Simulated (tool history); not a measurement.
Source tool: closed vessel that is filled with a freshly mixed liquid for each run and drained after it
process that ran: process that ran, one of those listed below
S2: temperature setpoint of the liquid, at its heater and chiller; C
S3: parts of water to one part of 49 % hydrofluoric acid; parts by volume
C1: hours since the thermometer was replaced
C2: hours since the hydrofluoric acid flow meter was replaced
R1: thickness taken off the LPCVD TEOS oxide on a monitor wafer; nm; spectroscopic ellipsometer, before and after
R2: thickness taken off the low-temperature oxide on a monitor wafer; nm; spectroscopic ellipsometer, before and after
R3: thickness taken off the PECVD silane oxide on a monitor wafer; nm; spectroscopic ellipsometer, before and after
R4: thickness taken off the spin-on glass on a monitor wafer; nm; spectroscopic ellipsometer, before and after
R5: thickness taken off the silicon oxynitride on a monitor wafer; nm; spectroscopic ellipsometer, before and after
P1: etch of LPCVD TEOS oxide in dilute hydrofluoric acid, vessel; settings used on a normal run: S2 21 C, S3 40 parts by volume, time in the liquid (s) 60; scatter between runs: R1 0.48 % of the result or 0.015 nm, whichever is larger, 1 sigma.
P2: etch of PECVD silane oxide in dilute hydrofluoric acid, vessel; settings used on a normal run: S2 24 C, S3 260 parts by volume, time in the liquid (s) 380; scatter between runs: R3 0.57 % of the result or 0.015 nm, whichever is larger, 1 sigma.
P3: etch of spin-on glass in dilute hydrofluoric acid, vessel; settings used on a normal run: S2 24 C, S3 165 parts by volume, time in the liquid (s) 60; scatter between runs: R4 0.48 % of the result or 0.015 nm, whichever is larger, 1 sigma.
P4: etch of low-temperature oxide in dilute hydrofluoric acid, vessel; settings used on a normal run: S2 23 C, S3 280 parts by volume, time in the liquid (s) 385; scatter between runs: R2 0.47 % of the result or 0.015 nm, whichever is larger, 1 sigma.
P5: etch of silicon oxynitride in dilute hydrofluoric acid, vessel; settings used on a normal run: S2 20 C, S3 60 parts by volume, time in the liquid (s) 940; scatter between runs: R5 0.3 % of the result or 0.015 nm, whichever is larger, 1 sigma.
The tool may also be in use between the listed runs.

run 1 hour=4 | process_that_ran=P1 S2=21 S3=40 time_in_the_liquid_(s)=60 | C1=660.5 C2=240.7 | R1=25.551
run 2 hour=6.7 | process_that_ran=P1 S2=21 S3=40 time_in_the_liquid_(s)=60 | C1=663.2 C2=243.4 | R1=25.643
run 3 hour=10.6 | process_that_ran=P4 S2=23 S3=280 time_in_the_liquid_(s)=385 | C1=667.1 C2=247.3 | R2=11.569
run 4 hour=14 | process_that_ran=P1 S2=21 S3=65 time_in_the_liquid_(s)=60 | C1=670.5 C2=250.7 | R1=15.318
run 5 hour=19.2 | process_that_ran=P1 S2=21 S3=40 time_in_the_liquid_(s)=30 | C1=675.7 C2=255.9 | R1=12.835
run 6 hour=24.5 | process_that_ran=P2 S2=24 S3=260 time_in_the_liquid_(s)=155 | C1=681 C2=261.2 | R3=16.823
run 7 hour=29.2 | process_that_ran=P1 S2=21 S3=40 time_in_the_liquid_(s)=60 | C1=685.7 C2=265.9 | R1=25.657
run 8 hour=32.3 | process_that_ran=P3 S2=24 S3=30 time_in_the_liquid_(s)=60 | C1=688.8 C2=269 | R4=76.87
run 9 hour=37.3 | process_that_ran=P1 S2=21 S3=40 time_in_the_liquid_(s)=60 | C1=693.8 C2=274 | R1=25.568
run 10 hour=42.6 | process_that_ran=P4 S2=23 S3=280 time_in_the_liquid_(s)=385 | C1=699.1 C2=279.3 | R2=11.626
run 11 hour=45.8 | process_that_ran=P4 S2=30 S3=280 time_in_the_liquid_(s)=385 | C1=702.3 C2=282.5 | R2=14.657
run 12 hour=49.5 | process_that_ran=P1 S2=17.5 S3=40 time_in_the_liquid_(s)=105 | C1=706 C2=286.2 | R1=38.476
run 13 hour=54.4 | process_that_ran=P1 S2=21 S3=40 time_in_the_liquid_(s)=60 | C1=710.9 C2=291.1 | R1=25.433
run 14 hour=60.2 | process_that_ran=P3 S2=17.5 S3=165 time_in_the_liquid_(s)=60 | C1=716.7 C2=296.9 | R4=9.1827
run 15 hour=63.7 | process_that_ran=P5 S2=28 S3=60 time_in_the_liquid_(s)=940 | C1=720.2 C2=300.4 | R5=59.212
run 16 hour=67.4 | process_that_ran=P4 S2=23 S3=280 time_in_the_liquid_(s)=690 | C1=723.9 C2=304.1 | R2=20.621
run 17 hour=72.3 | process_that_ran=P2 S2=24 S3=260 time_in_the_liquid_(s)=380 | C1=728.8 C2=309 | R3=41.136
run 18 hour=76 | process_that_ran=P5 S2=20 S3=85 time_in_the_liquid_(s)=940 | C1=732.5 C2=312.7 | R5=27.975
run 19 hour=80.6 | process_that_ran=P2 S2=17 S3=260 time_in_the_liquid_(s)=380 | C1=737.1 C2=317.3 | R3=31.963
run 20 hour=84 | process_that_ran=P3 S2=24 S3=165 time_in_the_liquid_(s)=110 | C1=740.5 C2=320.7 | R4=21.747
run 21 hour=87.9 | process_that_ran=P1 S2=28.5 S3=40 time_in_the_liquid_(s)=60 | C1=744.4 C2=324.6 | R1=34.77
run 22 hour=93 | process_that_ran=P2 S2=24 S3=260 time_in_the_liquid_(s)=380 | C1=749.5 C2=329.7 | R3=40.917
run 23 hour=98.7 | process_that_ran=P5 S2=20 S3=60 time_in_the_liquid_(s)=470 | C1=755.2 C2=335.4 | R5=20.178
run 24 hour=101.7 | process_that_ran=P1 S2=21 S3=40 time_in_the_liquid_(s)=60 | C1=758.2 C2=338.4 | R1=25.574
run 25 hour=107.8 | process_that_ran=P1 S2=21 S3=40 time_in_the_liquid_(s)=110 | C1=764.3 C2=344.5 | R1=46.69
run 26 hour=113.2 | process_that_ran=P5 S2=20 S3=60 time_in_the_liquid_(s)=940 | C1=769.7 C2=349.9 | R5=40.493
run 27 hour=116.3 | process_that_ran=P1 S2=21 S3=20 time_in_the_liquid_(s)=60 | C1=772.8 C2=353 | R1=52.184
run 28 hour=120.6 | process_that_ran=P3 S2=24 S3=165 time_in_the_liquid_(s)=60 | C1=777.1 C2=357.3 | R4=11.884
run 29 hour=125.7 | process_that_ran=P1 S2=28.5 S3=40 time_in_the_liquid_(s)=105 | C1=782.2 C2=362.4 | R1=60.982

Predict the results of run 30:
run 30 hour=129 | process_that_ran=P1 S2=17 S3=40 time_in_the_liquid_(s)=60 | C1=785.5 C2=365.7 | R1=?

Logged for run 30: R1 21.36 nm.

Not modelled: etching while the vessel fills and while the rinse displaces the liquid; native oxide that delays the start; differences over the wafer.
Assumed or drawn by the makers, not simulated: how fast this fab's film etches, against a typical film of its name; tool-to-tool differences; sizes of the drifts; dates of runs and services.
